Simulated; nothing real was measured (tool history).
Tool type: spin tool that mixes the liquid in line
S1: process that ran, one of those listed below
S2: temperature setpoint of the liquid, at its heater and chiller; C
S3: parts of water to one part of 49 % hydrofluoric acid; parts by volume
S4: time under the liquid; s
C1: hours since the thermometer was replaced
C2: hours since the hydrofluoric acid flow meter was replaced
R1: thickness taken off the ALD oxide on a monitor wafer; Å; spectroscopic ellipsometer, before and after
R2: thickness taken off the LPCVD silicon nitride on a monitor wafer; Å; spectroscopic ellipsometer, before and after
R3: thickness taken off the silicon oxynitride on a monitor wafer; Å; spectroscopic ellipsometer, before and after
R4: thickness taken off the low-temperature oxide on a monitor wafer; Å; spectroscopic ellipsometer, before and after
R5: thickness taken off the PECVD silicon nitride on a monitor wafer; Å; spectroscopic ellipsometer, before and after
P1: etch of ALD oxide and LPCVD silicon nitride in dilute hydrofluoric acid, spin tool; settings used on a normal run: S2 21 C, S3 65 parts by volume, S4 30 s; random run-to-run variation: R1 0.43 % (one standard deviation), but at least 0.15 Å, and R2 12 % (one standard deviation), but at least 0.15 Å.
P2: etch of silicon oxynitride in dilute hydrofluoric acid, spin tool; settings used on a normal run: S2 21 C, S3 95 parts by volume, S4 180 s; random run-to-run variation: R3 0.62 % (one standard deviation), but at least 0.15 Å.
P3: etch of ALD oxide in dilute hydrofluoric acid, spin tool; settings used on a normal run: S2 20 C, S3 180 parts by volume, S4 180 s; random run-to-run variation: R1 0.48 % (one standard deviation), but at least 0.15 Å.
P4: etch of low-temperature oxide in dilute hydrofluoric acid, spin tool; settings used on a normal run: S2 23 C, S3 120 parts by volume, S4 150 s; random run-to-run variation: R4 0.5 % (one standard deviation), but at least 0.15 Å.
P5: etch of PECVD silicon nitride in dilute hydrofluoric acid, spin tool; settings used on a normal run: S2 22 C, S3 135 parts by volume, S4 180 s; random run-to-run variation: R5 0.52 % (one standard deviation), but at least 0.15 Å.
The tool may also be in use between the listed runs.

run 1 hour=14 | S1=P1 S2=21 S3=65 S4=30 | C1=1620.5 C2=281.5 | R1=95.457 R2=1.6556
run 2 hour=31.7 | S1=P1 S2=17 S3=65 S4=30 | C1=1638.2 C2=299.2 | R1=80.935 R2=1.2367
run 3 hour=47.4 | S1=P2 S2=21 S3=55 S4=180 | C1=1653.9 C2=314.9 | R3=84.846
run 4 hour=56.9 | S1=P1 S2=21 S3=65 S4=30 | C1=1663.4 C2=324.4 | R1=96.671 R2=1.8026
run 5 hour=70.9 | S1=P4 S2=18.5 S3=120 S4=150 | C1=1677.4 C2=338.4 | R4=344.27
run 6 hour=86.8 | S1=P5 S2=22 S3=135 S4=180 | C1=1693.3 C2=354.3 | R5=69.323
run 7 hour=105.4 | S1=P3 S2=20 S3=180 S4=180 | C1=1711.9 C2=372.9 | R1=127.82
run 8 hour=119 | S1=P1 S2=21 S3=40 S4=30 | C1=1725.5 C2=386.5 | R1=161.65 R2=2.5775
run 9 hour=128.7 | S1=P1 S2=21 S3=90 S4=30 | C1=1735.2 C2=396.2 | R1=67.61 R2=1.3248
run 10 hour=142.4 | S1=P2 S2=25.5 S3=95 S4=180 | C1=1748.9 C2=409.9 | R3=58.688
-- hour=145.1 thermometer replaced
run 11 hour=155.9 | S1=P5 S2=27 S3=135 S4=180 | C1=10.9 C2=423.4 | R5=95.077
run 12 hour=166.2 | S1=P2 S2=21 S3=95 S4=305 | C1=21.2 C2=433.7 | R3=81.293
run 13 hour=182.7 | S1=P5 S2=22 S3=25 S4=180 | C1=37.7 C2=450.2 | R5=355.74
run 14 hour=192.3 | S1=P3 S2=20 S3=180 S4=180 | C1=47.3 C2=459.8 | R1=127.92
run 15 hour=201.7 | S1=P1 S2=21 S3=65 S4=30 | C1=56.7 C2=469.2 | R1=96.838 R2=1.5426
run 16 hour=210.1 | S1=P4 S2=23 S3=165 S4=150 | C1=65.1 C2=477.6 | R4=283.67
run 17 hour=228.4 | S1=P2 S2=21 S3=95 S4=180 | C1=83.4 C2=495.9 | R3=47.304
run 18 hour=238.6 | S1=P4 S2=23 S3=120 S4=150 | C1=93.6 C2=506.1 | R4=409.5
run 19 hour=247 | S1=P1 S2=17 S3=100 S4=30 | C1=102 C2=514.5 | R1=51.097 R2=0.81695
run 20 hour=261.8 | S1=P1 S2=26.5 S3=65 S4=30 | C1=116.8 C2=529.3 | R1=121.12 R2=2.8818
run 21 hour=278.5 | S1=P5 S2=22 S3=135 S4=180 | C1=133.5 C2=546 | R5=69.264
run 22 hour=291.9 | S1=P4 S2=23 S3=120 S4=55 | C1=146.9 C2=559.4 | R4=151.75
run 23 hour=306 | S1=P3 S2=20 S3=295 S4=180 | C1=161 C2=573.5 | R1=69.787
run 24 hour=319.8 | S1=P1 S2=21 S3=65 S4=15 | C1=174.8 C2=587.3 | R1=48.231 R2=0.83213
run 25 hour=331.3 | S1=P5 S2=22 S3=135 S4=85 | C1=186.3 C2=598.8 | R5=32.682
run 26 hour=345.7 | S1=P1 S2=21 S3=65 S4=30 | C1=200.7 C2=613.2 | R1=95.897 R2=1.9976
run 27 hour=361.8 | S1=P3 S2=17 S3=180 S4=180 | C1=216.8 C2=629.3 | R1=113.8
run 28 hour=373.1 | S1=P1 S2=21 S3=65 S4=30 | C1=228.1 C2=640.6 | R1=95.973 R2=2.1035
run 29 hour=383.8 | S1=P3 S2=20 S3=180 S4=15 | C1=238.8 C2=651.3 | R1=10.68
run 30 hour=391.9 | S1=P1 S2=21 S3=20 S4=15 | C1=246.9 C2=659.4 | R1=166.99 R2=2.268
run 31 hour=410.2 | S1=P1 S2=21 S3=65 S4=45 | C1=265.2 C2=677.7 | R1=145.04 R2=2.6136
run 32 hour=427.3 | S1=P1 S2=21 S3=65 S4=30 | C1=282.3 C2=694.8 | R1=96.38 R2=1.4126
run 33 hour=443.8 | S1=P1 S2=21 S3=65 S4=30 | C1=298.8 C2=711.3 | R1=93.342 R2=1.8828

Expected results for the next run?
run 34 hour=457.3 | S1=P1 S2=21 S3=65 S4=30 | C1=312.3 C2=724.8 | R1=? R2=?

{"run 34": {"R1": 91.715, "R2": 1.448}}
